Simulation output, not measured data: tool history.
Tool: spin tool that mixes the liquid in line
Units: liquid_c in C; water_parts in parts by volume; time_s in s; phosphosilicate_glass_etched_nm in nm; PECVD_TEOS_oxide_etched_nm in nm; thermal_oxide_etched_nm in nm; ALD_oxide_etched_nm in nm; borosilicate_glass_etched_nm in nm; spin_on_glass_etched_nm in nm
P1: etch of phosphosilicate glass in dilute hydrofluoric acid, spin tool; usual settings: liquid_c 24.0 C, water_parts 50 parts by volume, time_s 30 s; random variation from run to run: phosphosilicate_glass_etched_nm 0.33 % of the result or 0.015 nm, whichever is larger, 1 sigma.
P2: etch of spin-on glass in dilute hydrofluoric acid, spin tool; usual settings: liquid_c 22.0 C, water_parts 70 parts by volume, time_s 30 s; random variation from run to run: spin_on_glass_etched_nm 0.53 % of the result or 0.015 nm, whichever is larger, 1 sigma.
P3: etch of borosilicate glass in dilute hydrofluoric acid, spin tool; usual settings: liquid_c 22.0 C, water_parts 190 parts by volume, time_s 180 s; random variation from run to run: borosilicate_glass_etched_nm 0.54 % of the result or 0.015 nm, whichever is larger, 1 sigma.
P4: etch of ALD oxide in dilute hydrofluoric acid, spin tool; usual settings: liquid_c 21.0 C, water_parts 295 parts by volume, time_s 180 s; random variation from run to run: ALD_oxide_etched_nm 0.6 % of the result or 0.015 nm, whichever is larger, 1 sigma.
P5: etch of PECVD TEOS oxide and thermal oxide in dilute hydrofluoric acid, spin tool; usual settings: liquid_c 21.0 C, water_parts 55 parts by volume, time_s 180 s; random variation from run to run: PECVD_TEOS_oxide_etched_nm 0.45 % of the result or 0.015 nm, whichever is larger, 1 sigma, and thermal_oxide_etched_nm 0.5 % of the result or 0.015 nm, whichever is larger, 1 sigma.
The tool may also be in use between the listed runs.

run,hour,process,liquid_c,water_parts,time_s,hours since the thermometer was replaced,hours since the hydrofluoric acid flow meter was replaced,phosphosilicate_glass_etched_nm,PECVD_TEOS_oxide_etched_nm,thermal_oxide_etched_nm,ALD_oxide_etched_nm,borosilicate_glass_etched_nm,spin_on_glass_etched_nm
1,9.0,P1,24.0,50,30,378.6,627.4,70.848,,,,,
2,18.6,P5,17.0,55,180,388.2,637.0,,27.272,12.808,,,
3,33.5,P4,21.0,295,180,403.1,651.9,,,,5.5468,,
4,41.6,P4,21.0,295,55,411.2,660.0,,,,1.6775,,
5,55.1,P1,24.0,20,15,424.7,673.5,92.436,,,,,
6,71.8,P3,22.0,190,180,441.4,690.2,,,,,29.275,
7,86.4,P2,30.0,70,30,456.0,704.8,,,,,,21.3850
8,101.5,P5,21.0,55,345,471.1,719.9,,62.100,29.251,,,
9,109.4,P1,17.0,50,30,479.0,727.8,52.770,,,,,
10,125.0,P1,24.0,50,30,494.6,743.4,71.213,,,,,
11,138.4,P3,30.0,190,180,508.0,756.8,,,,,39.702,
# hour 140.3: hydrofluoric acid flow meter replaced
12,151.7,P5,21.0,55,180,521.3,11.5,,32.604,15.181,,,
13,162.3,P2,22.0,70,15,531.9,22.1,,,,,,7.8928
14,179.2,P2,22.0,25,30,548.8,39.0,,,,,,45.7200
15,192.3,P4,28.5,295,180,561.9,52.1,,,,7.2562,,
16,205.1,P3,22.0,190,80,574.7,64.9,,,,,13.243,
17,219.2,P1,28.0,50,30,588.8,79.0,83.929,,,,,
18,232.6,P5,21.0,35,180,602.2,92.4,,51.628,24.220,,,
19,247.1,P1,24.0,50,15,616.7,106.9,35.589,,,,,
20,255.9,P1,24.0,50,30,625.5,115.7,71.217,,,,,
21,273.2,P3,22.0,340,180,642.8,133.0,,,,,14.298,
22,285.8,P1,24.0,20,30,655.4,145.6,185.290,,,,,
23,301.7,P4,21.0,55,180,671.3,161.5,,,,38.3390,,
24,315.2,P5,21.0,55,180,684.8,175.0,,32.402,15.214,,,
25,325.9,P1,24.0,50,30,695.5,185.7,71.027,,,,,
26,335.2,P2,22.0,70,30,704.8,195.0,,,,,,15.5300
27,353.2,P1,24.0,75,30,722.8,213.0,46.135,,,,,
28,370.2,P1,24.0,50,30,739.8,230.0,71.124,,,,,
29,388.2,P2,22.0,70,30,757.8,248.0,,,,,,15.6090
30,397.9,P1,24.0,50,55,767.5,257.7,131.090,,,,,
31,406.3,P1,24.0,50,30,775.9,266.1,71.174,,,,,
32,423.6,P1,24.0,50,30,793.2,283.4,74.100,,,,,
33,437.1,P1,24.0,50,30,806.7,296.9,75.650,,,,,
34,446.6,P1,24.0,50,30,816.2,306.4,76.212,,,,,
35,459.8,P1,24.0,50,30,829.4,319.6,76.751,,,,,
36,477.0,P1,24.0,50,30,846.6,336.8,77.355,,,,,
37,489.0,P1,24.0,50,30,858.6,348.8,77.497,,,,,
38,498.2,P1,24.0,50,30,867.8,358.0,77.433,,,,,
39,510.1,P1,24.0,50,30,879.7,369.9,77.734,,,,,
40,518.8,P1,24.0,50,30,888.4,378.6,77.727,,,,,

What P1 gives has crept away from where it was. These 2 causes fit the log equally well, each at the size given:
A: hydrofluoric acid flow above the setpoint (%) = 8.54
B: liquid hotter than its thermometer reads (K) = 2.14
The creep began at about hour 406.3.

4 check runs are offered, one wafer each, their results left as question marks. Which one tells the causes apart?
check 1,527.5,P3,27.5,330,180,,,,,,,?,
check 2,527.5,P5,18.0,55,285,,,,?,?,,,
check 3,527.5,P2,29.5,70,15,,,,,,,,?
check 4,527.5,P4,21.0,65,180,,,,,,?,,

What each check would give under each cause:
check,result,if A,if B
check 1,borosilicate_glass_etched_nm,20.064,19.281
check 2,PECVD_TEOS_oxide_etched_nm,49.178,49.391
check 2,thermal_oxide_etched_nm,23.053,23.153
check 3,spin_on_glass_etched_nm,11.5080,11.4150
check 4,ALD_oxide_etched_nm,35.2050,35.2180
How far apart the two closest causes lie, in the result that separates them most: check 1 3.98 %; check 2 0.43 %; check 3 0.81 %; check 4 0.04 %
Check 1 tells the causes apart: in the others they would give nearly the same result.

Then check 1 was run and gave: borosilicate_glass_etched_nm 19.255 nm. Which cause is it?

It is B: liquid hotter than its thermometer reads (K).
